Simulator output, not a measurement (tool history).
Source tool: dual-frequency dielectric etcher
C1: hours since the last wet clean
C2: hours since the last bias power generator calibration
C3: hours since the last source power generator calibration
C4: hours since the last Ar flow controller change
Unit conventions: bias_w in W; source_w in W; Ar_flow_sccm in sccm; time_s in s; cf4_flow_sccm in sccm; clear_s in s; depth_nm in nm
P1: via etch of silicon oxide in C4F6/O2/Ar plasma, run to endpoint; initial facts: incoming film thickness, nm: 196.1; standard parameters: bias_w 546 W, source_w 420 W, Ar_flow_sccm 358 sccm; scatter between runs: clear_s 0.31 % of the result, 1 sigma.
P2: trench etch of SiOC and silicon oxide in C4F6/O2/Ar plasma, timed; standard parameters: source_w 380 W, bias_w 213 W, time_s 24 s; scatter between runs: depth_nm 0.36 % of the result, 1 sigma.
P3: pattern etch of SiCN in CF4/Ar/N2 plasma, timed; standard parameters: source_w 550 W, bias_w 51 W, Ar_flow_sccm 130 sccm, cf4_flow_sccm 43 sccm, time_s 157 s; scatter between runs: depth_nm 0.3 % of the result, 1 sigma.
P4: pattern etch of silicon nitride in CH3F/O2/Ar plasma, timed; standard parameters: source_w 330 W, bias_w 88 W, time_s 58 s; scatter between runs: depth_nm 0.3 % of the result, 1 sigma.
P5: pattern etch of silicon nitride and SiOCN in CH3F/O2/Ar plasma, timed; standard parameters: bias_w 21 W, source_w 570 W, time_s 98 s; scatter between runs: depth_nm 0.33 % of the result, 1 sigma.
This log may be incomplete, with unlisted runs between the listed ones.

Run 1, day 0.283: process P1, bias_w 546 W, source_w 420 W, Ar_flow_sccm 358 sccm; C1 294.2; C2 1013.7; C3 499.9; C4 3404.5. Result: clear_s 41.809 s.
Run 2, day 0.554: process P1, bias_w 546 W, source_w 420 W, Ar_flow_sccm 442 sccm; C1 300.7; C2 1020.2; C3 506.4; C4 3411. Result: clear_s 42.987 s.
Run 3, day 0.862: process P4, bias_w 88 W, source_w 330 W, time_s 35 s; C1 308.1; C2 1027.6; C3 513.8; C4 3418.4. Result: depth_nm 23.846 nm.
Run 4, day 1.171: process P3, bias_w 51 W, source_w 550 W, Ar_flow_sccm 177 sccm, time_s 157 s, cf4_flow_sccm 43 sccm; C1 315.5; C2 1035; C3 521.2; C4 3425.8. Result: depth_nm 117.54 nm.
Run 5, day 1.625: process P1, bias_w 546 W, source_w 420 W, Ar_flow_sccm 358 sccm; C1 326.4; C2 1045.9; C3 532.1; C4 3436.7. Result: clear_s 41.921 s.
Run 6, day 2.096: process P1, bias_w 662 W, source_w 420 W, Ar_flow_sccm 358 sccm; C1 337.7; C2 1057.2; C3 543.4; C4 3448. Result: clear_s 39.093 s.
Run 7, day 2.675: process P1, bias_w 364 W, source_w 420 W, Ar_flow_sccm 358 sccm; C1 351.6; C2 1071.1; C3 557.3; C4 3461.9. Result: clear_s 48.815 s.
Run 8, day 3.171: process P1, bias_w 656 W, source_w 420 W, Ar_flow_sccm 419 sccm; C1 363.5; C2 1083; C3 569.2; C4 3473.8. Result: clear_s 40.035 s.
Run 9, day 3.554: process P5, bias_w 28 W, source_w 570 W, time_s 98 s; C1 372.7; C2 1092.2; C3 578.4; C4 3483. Result: depth_nm 16.521 nm.
Run 10, day 4.058: process P3, bias_w 51 W, source_w 710 W, Ar_flow_sccm 130 sccm, time_s 157 s, cf4_flow_sccm 43 sccm; C1 384.8; C2 1104.3; C3 590.5; C4 3495.1. Result: depth_nm 156.31 nm.
Run 11, day 4.379: process P1, bias_w 546 W, source_w 420 W, Ar_flow_sccm 358 sccm; C1 392.5; C2 1112; C3 598.2; C4 3502.8. Result: clear_s 42.027 s.
Run 12, day 4.721: process P5, bias_w 21 W, source_w 570 W, time_s 98 s; C1 400.7; C2 1120.2; C3 606.4; C4 3511. Result: depth_nm 14.48 nm.
Run 13, day 5.329: process P4, bias_w 88 W, source_w 250 W, time_s 58 s; C1 415.3; C2 1134.8; C3 621; C4 3525.6. Result: depth_nm 35.472 nm.
Run 14, day 5.917: process P2, bias_w 298 W, source_w 380 W, time_s 24 s; C1 429.4; C2 1148.9; C3 635.1; C4 3539.7. Result: depth_nm 56.597 nm.
Run 15, day 6.433: process P1, bias_w 546 W, source_w 420 W, Ar_flow_sccm 358 sccm; C1 441.8; C2 1161.3; C3 647.5; C4 3552.1. Result: clear_s 42.164 s.
Run 16, day 7.046: process P2, bias_w 213 W, source_w 380 W, time_s 24 s; C1 456.5; C2 1176; C3 662.2; C4 3566.8. Result: depth_nm 50.618 nm.
Run 17, day 7.412: process P1, bias_w 546 W, source_w 420 W, Ar_flow_sccm 358 sccm; C1 465.3; C2 1184.8; C3 671; C4 3575.6. Result: clear_s 42.034 s.
Run 18, day 7.817: process P4, bias_w 67 W, source_w 330 W, time_s 58 s; C1 475; C2 1194.5; C3 680.7; C4 3585.3. Result: depth_nm 35.958 nm.
Run 19, day 8.258: process P3, bias_w 71 W, source_w 550 W, Ar_flow_sccm 130 sccm, time_s 157 s, cf4_flow_sccm 43 sccm; C1 485.6; C2 1205.1; C3 691.3; C4 3595.9. Result: depth_nm 141.93 nm.
Run 20, day 8.625: process P1, bias_w 546 W, source_w 580 W, Ar_flow_sccm 358 sccm; C1 494.4; C2 1213.9; C3 700.1; C4 3604.7. Result: clear_s 37.378 s.
Run 21, day 9.071: process P5, bias_w 21 W, source_w 570 W, time_s 132.5 s; C1 505.1; C2 1224.6; C3 710.8; C4 3615.4. Result: depth_nm 19.518 nm.
Run 22, day 9.654: process P2, bias_w 213 W, source_w 240 W, time_s 24 s; C1 519.1; C2 1238.6; C3 724.8; C4 3629.4. Result: depth_nm 42.478 nm.
Run 23, day 10.096: process P4, bias_w 88 W, source_w 330 W, time_s 58 s; C1 529.7; C2 1249.2; C3 735.4; C4 3640. Result: depth_nm 39.548 nm.
Run 24, day 10.688: process P3, bias_w 51 W, source_w 550 W, Ar_flow_sccm 130 sccm, time_s 87.5 s, cf4_flow_sccm 43 sccm; C1 543.9; C2 1263.4; C3 749.6; C4 3654.2. Result: depth_nm 69.889 nm.
Run 25, day 10.971: process P3, bias_w 51 W, source_w 550 W, Ar_flow_sccm 130 sccm, time_s 157 s, cf4_flow_sccm 43 sccm; C1 550.7; C2 1270.2; C3 756.4; C4 3661. Result: depth_nm 125.67 nm.
Run 26, day 11.517: process P5, bias_w 21 W, source_w 450 W, time_s 98 s; C1 563.8; C2 1283.3; C3 769.5; C4 3674.1. Result: depth_nm 13.315 nm.
Run 27, day 12.042: process P2, bias_w 213 W, source_w 380 W, time_s 24 s; C1 576.4; C2 1295.9; C3 782.1; C4 3686.7. Result: depth_nm 50.748 nm.
Run 28, day 12.321: process P2, bias_w 213 W, source_w 380 W, time_s 18.5 s; C1 583.1; C2 1302.6; C3 788.8; C4 3693.4. Result: depth_nm 38.911 nm.
Run 29, day 12.792: process P3, bias_w 51 W, source_w 550 W, Ar_flow_sccm 130 sccm, time_s 157 s, cf4_flow_sccm 61 sccm; C1 594.4; C2 1313.9; C3 800.1; C4 3704.7. Result: depth_nm 134.13 nm.
Run 30, day 13.35: process P1, bias_w 546 W, source_w 420 W, Ar_flow_sccm 244 sccm; C1 607.8; C2 1327.3; C3 813.5; C4 3718.1. Result: clear_s 40.389 s.

Estimate the outcome of run 31 from the log above:
Run 31, day 13.667: process P1, bias_w 546 W, source_w 310 W, Ar_flow_sccm 358 sccm; C1 615.4; C2 1334.9; C3 821.1; C4 3725.7. Result: clear_s ?.

clear_s: 46.994 s
